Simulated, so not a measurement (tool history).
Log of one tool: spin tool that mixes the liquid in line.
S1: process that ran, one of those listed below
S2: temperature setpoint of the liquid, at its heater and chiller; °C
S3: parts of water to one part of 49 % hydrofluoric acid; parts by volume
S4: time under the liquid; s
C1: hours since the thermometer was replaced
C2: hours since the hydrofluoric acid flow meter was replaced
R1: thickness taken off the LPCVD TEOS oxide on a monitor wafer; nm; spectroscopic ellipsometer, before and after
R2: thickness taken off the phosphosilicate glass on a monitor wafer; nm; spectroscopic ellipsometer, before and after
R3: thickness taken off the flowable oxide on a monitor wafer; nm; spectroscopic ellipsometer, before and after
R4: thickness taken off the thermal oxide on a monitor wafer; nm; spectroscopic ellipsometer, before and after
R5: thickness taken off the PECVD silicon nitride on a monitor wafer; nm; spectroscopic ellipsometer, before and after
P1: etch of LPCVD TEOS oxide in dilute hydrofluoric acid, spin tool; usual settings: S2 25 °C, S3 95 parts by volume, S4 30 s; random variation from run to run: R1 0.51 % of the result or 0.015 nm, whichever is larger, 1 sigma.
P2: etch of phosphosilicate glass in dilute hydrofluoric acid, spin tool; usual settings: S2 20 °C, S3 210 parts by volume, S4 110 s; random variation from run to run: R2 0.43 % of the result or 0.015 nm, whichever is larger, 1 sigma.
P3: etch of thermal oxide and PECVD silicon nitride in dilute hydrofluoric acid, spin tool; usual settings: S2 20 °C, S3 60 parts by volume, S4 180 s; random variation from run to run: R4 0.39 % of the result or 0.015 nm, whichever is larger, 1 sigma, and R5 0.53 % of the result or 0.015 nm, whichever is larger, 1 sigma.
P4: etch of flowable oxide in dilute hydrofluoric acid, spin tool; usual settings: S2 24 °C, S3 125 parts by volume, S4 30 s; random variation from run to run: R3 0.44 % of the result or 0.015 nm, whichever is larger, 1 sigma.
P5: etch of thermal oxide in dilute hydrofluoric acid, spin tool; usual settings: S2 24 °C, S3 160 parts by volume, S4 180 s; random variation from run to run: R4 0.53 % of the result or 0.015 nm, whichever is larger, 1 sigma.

run   hour  S1    S2   S3   S4      C1     C2      R1      R2      R3      R4      R5
  1    7.1  P1    25   95   30   977.4   78.1  10.887
  2   19.2  P1    25   95   30   989.5   90.2  10.932
  3     30  P2    27  210  110  1000.3    101           78.48
  4     37  P4    24  125   15  1007.3    108                  3.8314
  5   43.7  P1  19.5   95   30    1014  114.7  8.7233
  6   57.2  P3    20   90  180  1027.5  128.2                          7.8069  3.3245
  7     66  P5    19  160  180  1036.3    137                          3.9252
  8   72.4  P1  32.5   55   30  1042.7  143.4  26.655
  9   80.3  P3    17   60  180  1050.6  151.3                          10.655  4.0474
 10   90.9  P1    25   95   30  1061.2  161.9  10.958
 11   97.8  P2    20  210  110  1068.1  168.8          60.561
 12  111.6  P1    25   25   30  1081.9  182.6  45.816
 13    118  P1    25   95   30  1088.3    189   10.98
 14  126.7  P1    25   95   30    1097  197.7  10.846
 15  135.5  P2    20  210   20  1105.8  206.5          10.977
 16  142.9  P5    24  160  180  1113.2  213.9                           4.828
 17  152.2  P1    25   95   15  1122.5  223.2    5.46
 18  162.6  P3    20   60  280  1132.9  233.6                          18.845  7.7041
 19  174.7  P1    25  160   30    1145  245.7  5.9647
 20  181.9  P5    24   95  180  1152.2  252.9                          8.6663
 21  192.8  P4    19  125   30  1163.1  263.8                  6.2317
 22  199.3  P1    25   95   60  1169.6  270.3  21.672

Forecast run 23:
 23  206.9  P4  24  190  30  1177.2  277.9           ?

{"run 23": {"R3": 4.6745}}
